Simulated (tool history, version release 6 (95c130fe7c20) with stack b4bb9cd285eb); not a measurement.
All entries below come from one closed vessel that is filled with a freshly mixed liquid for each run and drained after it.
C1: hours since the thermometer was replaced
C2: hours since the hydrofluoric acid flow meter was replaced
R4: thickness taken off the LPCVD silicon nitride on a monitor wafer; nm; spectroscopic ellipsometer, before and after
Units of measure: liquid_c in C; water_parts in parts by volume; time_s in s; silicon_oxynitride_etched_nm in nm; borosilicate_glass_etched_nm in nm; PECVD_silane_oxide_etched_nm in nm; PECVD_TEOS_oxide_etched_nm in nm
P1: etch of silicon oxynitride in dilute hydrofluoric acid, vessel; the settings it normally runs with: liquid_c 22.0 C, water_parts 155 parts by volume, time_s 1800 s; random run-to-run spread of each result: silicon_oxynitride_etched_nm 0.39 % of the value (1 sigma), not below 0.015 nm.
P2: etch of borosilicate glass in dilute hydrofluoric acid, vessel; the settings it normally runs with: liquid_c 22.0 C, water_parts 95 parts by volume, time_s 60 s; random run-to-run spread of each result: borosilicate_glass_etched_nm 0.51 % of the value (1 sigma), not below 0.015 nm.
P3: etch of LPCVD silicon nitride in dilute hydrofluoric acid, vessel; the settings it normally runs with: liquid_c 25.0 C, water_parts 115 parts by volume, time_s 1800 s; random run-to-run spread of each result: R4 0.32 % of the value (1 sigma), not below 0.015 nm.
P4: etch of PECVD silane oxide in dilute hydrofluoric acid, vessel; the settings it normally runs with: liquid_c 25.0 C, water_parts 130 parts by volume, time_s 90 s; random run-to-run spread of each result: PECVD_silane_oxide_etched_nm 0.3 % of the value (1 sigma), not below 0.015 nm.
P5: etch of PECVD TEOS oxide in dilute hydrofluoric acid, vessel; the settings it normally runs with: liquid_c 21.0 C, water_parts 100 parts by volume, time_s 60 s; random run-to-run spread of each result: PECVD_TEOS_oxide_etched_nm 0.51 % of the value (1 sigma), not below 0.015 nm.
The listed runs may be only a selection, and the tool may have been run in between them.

run 1 hour=14.2 | process=P1 liquid_c=22.0 water_parts=155 time_s=1800 | C1=1580.4 C2=1054.0 | silicon_oxynitride_etched_nm=25.1350
run 2 hour=21.9 | process=P2 liquid_c=22.0 water_parts=95 time_s=60 | C1=1588.1 C2=1061.7 | borosilicate_glass_etched_nm=13.243
run 3 hour=35.0 | process=P1 liquid_c=22.0 water_parts=45 time_s=3090 | C1=1601.2 C2=1074.8 | silicon_oxynitride_etched_nm=162.1700
run 4 hour=47.6 | process=P4 liquid_c=25.0 water_parts=130 time_s=90 | C1=1613.8 C2=1087.4 | PECVD_silane_oxide_etched_nm=27.5540
run 5 hour=58.7 | process=P3 liquid_c=25.0 water_parts=115 time_s=740 | C1=1624.9 C2=1098.5 | R4=3.5668
run 6 hour=66.5 | process=P3 liquid_c=25.0 water_parts=25 time_s=1800 | C1=1632.7 C2=1106.3 | R4=38.4710
run 7 hour=73.2 | process=P5 liquid_c=21.0 water_parts=100 time_s=60 | C1=1639.4 C2=1113.0 | PECVD_TEOS_oxide_etched_nm=9.4443
run 8 hour=85.0 | process=P1 liquid_c=17.0 water_parts=155 time_s=1800 | C1=1651.2 C2=1124.8 | silicon_oxynitride_etched_nm=19.8320
run 9 hour=92.4 | process=P1 liquid_c=25.5 water_parts=50 time_s=1800 | C1=1658.6 C2=1132.2 | silicon_oxynitride_etched_nm=100.6300
run 10 hour=103.6 | process=P5 liquid_c=21.0 water_parts=170 time_s=60 | C1=1669.8 C2=1143.4 | PECVD_TEOS_oxide_etched_nm=5.1628
run 11 hour=118.1 | process=P1 liquid_c=18.0 water_parts=70 time_s=1800 | C1=1684.3 C2=1157.9 | silicon_oxynitride_etched_nm=48.8900
run 12 hour=128.5 | process=P3 liquid_c=25.0 water_parts=115 time_s=1800 | C1=1694.7 C2=1168.3 | R4=8.6618
run 13 hour=135.2 | process=P2 liquid_c=22.0 water_parts=95 time_s=60 | C1=1701.4 C2=1175.0 | borosilicate_glass_etched_nm=13.500
run 14 hour=147.1 | process=P4 liquid_c=25.0 water_parts=20 time_s=90 | C1=1713.3 C2=1186.9 | PECVD_silane_oxide_etched_nm=206.9600
run 15 hour=157.6 | process=P5 liquid_c=21.0 water_parts=100 time_s=60 | C1=1723.8 C2=1197.4 | PECVD_TEOS_oxide_etched_nm=9.3663
run 16 hour=166.6 | process=P3 liquid_c=17.0 water_parts=115 time_s=1800 | C1=1732.8 C2=1206.4 | R4=5.0188
run 17 hour=179.1 | process=P1 liquid_c=22.0 water_parts=155 time_s=1800 | C1=1745.3 C2=1218.9 | silicon_oxynitride_etched_nm=25.2940
run 18 hour=193.2 | process=P1 liquid_c=22.0 water_parts=155 time_s=450 | C1=1759.4 C2=1233.0 | silicon_oxynitride_etched_nm=6.3146
run 19 hour=202.0 | process=P5 liquid_c=17.0 water_parts=100 time_s=60 | C1=1768.2 C2=1241.8 | PECVD_TEOS_oxide_etched_nm=7.9789
run 20 hour=212.1 | process=P2 liquid_c=22.0 water_parts=95 time_s=105 | C1=1778.3 C2=1251.9 | borosilicate_glass_etched_nm=23.621
run 21 hour=221.8 | process=P4 liquid_c=17.0 water_parts=130 time_s=90 | C1=1788.0 C2=1261.6 | PECVD_silane_oxide_etched_nm=20.0420
run 22 hour=234.4 | process=P1 liquid_c=22.0 water_parts=235 time_s=1800 | C1=1800.6 C2=1274.2 | silicon_oxynitride_etched_nm=15.8190
run 23 hour=241.3 | process=P1 liquid_c=22.0 water_parts=155 time_s=1800 | C1=1807.5 C2=1281.1 | silicon_oxynitride_etched_nm=25.2530
run 24 hour=252.5 | process=P1 liquid_c=29.0 water_parts=155 time_s=1800 | C1=1818.7 C2=1292.3 | silicon_oxynitride_etched_nm=34.6420
run 25 hour=263.7 | process=P1 liquid_c=22.0 water_parts=60 time_s=1800 | C1=1829.9 C2=1303.5 | silicon_oxynitride_etched_nm=70.2260
run 26 hour=274.1 | process=P2 liquid_c=22.0 water_parts=20 time_s=60 | C1=1840.3 C2=1313.9 | borosilicate_glass_etched_nm=70.267
run 27 hour=285.1 | process=P5 liquid_c=21.0 water_parts=100 time_s=100 | C1=1851.3 C2=1324.9 | PECVD_TEOS_oxide_etched_nm=15.5540
run 28 hour=292.4 | process=P4 liquid_c=25.0 water_parts=130 time_s=90 | C1=1858.6 C2=1332.2 | PECVD_silane_oxide_etched_nm=27.7340
run 29 hour=299.0 | process=P1 liquid_c=22.0 water_parts=155 time_s=3375 | C1=1865.2 C2=1338.8 | silicon_oxynitride_etched_nm=47.2660
run 30 hour=310.8 | process=P2 liquid_c=26.0 water_parts=95 time_s=60 | C1=1877.0 C2=1350.6 | borosilicate_glass_etched_nm=15.682
run 31 hour=318.9 | process=P1 liquid_c=22.0 water_parts=155 time_s=1800 | C1=1885.1 C2=1358.7 | silicon_oxynitride_etched_nm=25.2710
run 32 hour=327.6 | process=P1 liquid_c=22.0 water_parts=155 time_s=1800 | C1=1893.8 C2=1367.4 | silicon_oxynitride_etched_nm=25.1800
run 33 hour=338.3 | process=P3 liquid_c=25.0 water_parts=115 time_s=1800 | C1=1904.5 C2=1378.1 | R4=8.6611
run 34 hour=345.7 | process=P4 liquid_c=25.0 water_parts=130 time_s=30 | C1=1911.9 C2=1385.5 | PECVD_silane_oxide_etched_nm=9.1971
run 35 hour=357.3 | process=P1 liquid_c=22.0 water_parts=155 time_s=1800 | C1=1923.5 C2=1397.1 | silicon_oxynitride_etched_nm=25.4270
run 36 hour=363.6 | process=P1 liquid_c=22.0 water_parts=155 time_s=1800 | C1=1929.8 C2=1403.4 | silicon_oxynitride_etched_nm=25.3470
run 37 hour=374.0 | process=P1 liquid_c=22.0 water_parts=155 time_s=1800 | C1=1940.2 C2=1413.8 | silicon_oxynitride_etched_nm=26.0300
run 38 hour=382.8 | process=P1 liquid_c=22.0 water_parts=155 time_s=1800 | C1=1949.0 C2=1422.6 | silicon_oxynitride_etched_nm=26.4640
run 39 hour=394.6 | process=P1 liquid_c=22.0 water_parts=155 time_s=1800 | C1=1960.8 C2=1434.4 | silicon_oxynitride_etched_nm=26.7250
run 40 hour=405.5 | process=P1 liquid_c=22.0 water_parts=155 time_s=1800 | C1=1971.7 C2=1445.3 | silicon_oxynitride_etched_nm=27.0490
run 41 hour=412.8 | process=P1 liquid_c=22.0 water_parts=155 time_s=1800 | C1=1979.0 C2=1452.6 | silicon_oxynitride_etched_nm=27.4420
run 42 hour=419.9 | process=P1 liquid_c=22.0 water_parts=155 time_s=1800 | C1=1986.1 C2=1459.7 | silicon_oxynitride_etched_nm=27.4450
run 43 hour=433.7 | process=P1 liquid_c=22.0 water_parts=155 time_s=1800 | C1=1999.9 C2=1473.5 | silicon_oxynitride_etched_nm=27.3970
run 44 hour=447.4 | process=P1 liquid_c=22.0 water_parts=155 time_s=1800 | C1=2013.6 C2=1487.2 | silicon_oxynitride_etched_nm=27.4580
run 45 hour=458.5 | process=P1 liquid_c=22.0 water_parts=155 time_s=1800 | C1=2024.7 C2=1498.3 | silicon_oxynitride_etched_nm=27.5110
run 46 hour=467.7 | process=P1 liquid_c=22.0 water_parts=155 time_s=1800 | C1=2033.9 C2=1507.5 | silicon_oxynitride_etched_nm=27.5810
run 47 hour=478.3 | process=P1 liquid_c=22.0 water_parts=155 time_s=1800 | C1=2044.5 C2=1518.1 | silicon_oxynitride_etched_nm=27.6150

P1 has crept away from where it was. The log is fitted equally well by each of these 2 causes, at the sizes shown:
A: hydrofluoric acid flow above the setpoint (%) = 8.24
B: liquid hotter than its thermometer reads (K) = 1.91
Onset of the creep was near hour 363.6.

Each of the 4 check runs below uses one wafer; its results are left as question marks. Which run tells the causes apart?
run check 1 hour=488.9 | process=P4 liquid_c=17.0 water_parts=40 time_s=90 | PECVD_silane_oxide_etched_nm=?
run check 2 hour=488.9 | process=P2 liquid_c=22.0 water_parts=30 time_s=60 | borosilicate_glass_etched_nm=?
run check 3 hour=488.9 | process=P3 liquid_c=17.0 water_parts=115 time_s=1800 | R4=?
run check 4 hour=488.9 | process=P5 liquid_c=17.0 water_parts=100 time_s=95 | PECVD_TEOS_oxide_etched_nm=?

What each check would give under each cause:
check=check_1 result=PECVD_silane_oxide_etched_nm if_A=77.8890 if_B=77.9100
check=check_2 result=borosilicate_glass_etched_nm if_A=49.696 if_B=49.625
check=check_3 result=R4 if_A=5.4647 if_B=5.7733
check=check_4 result=PECVD_TEOS_oxide_etched_nm if_A=13.7560 if_B=13.6570
Per check, the gap between the least separated pair of causes, taken in the result that splits them most: check 1 0.03 %; check 2 0.14 %; check 3 5.49 %; check 4 0.72 %
Check 3 tells the causes apart: in the others they would give nearly the same result.

The results of check 3 are: R4 5.4666 nm. Based on these, which of the listed causes is it?

The cause is A: hydrofluoric acid flow above the setpoint (%).
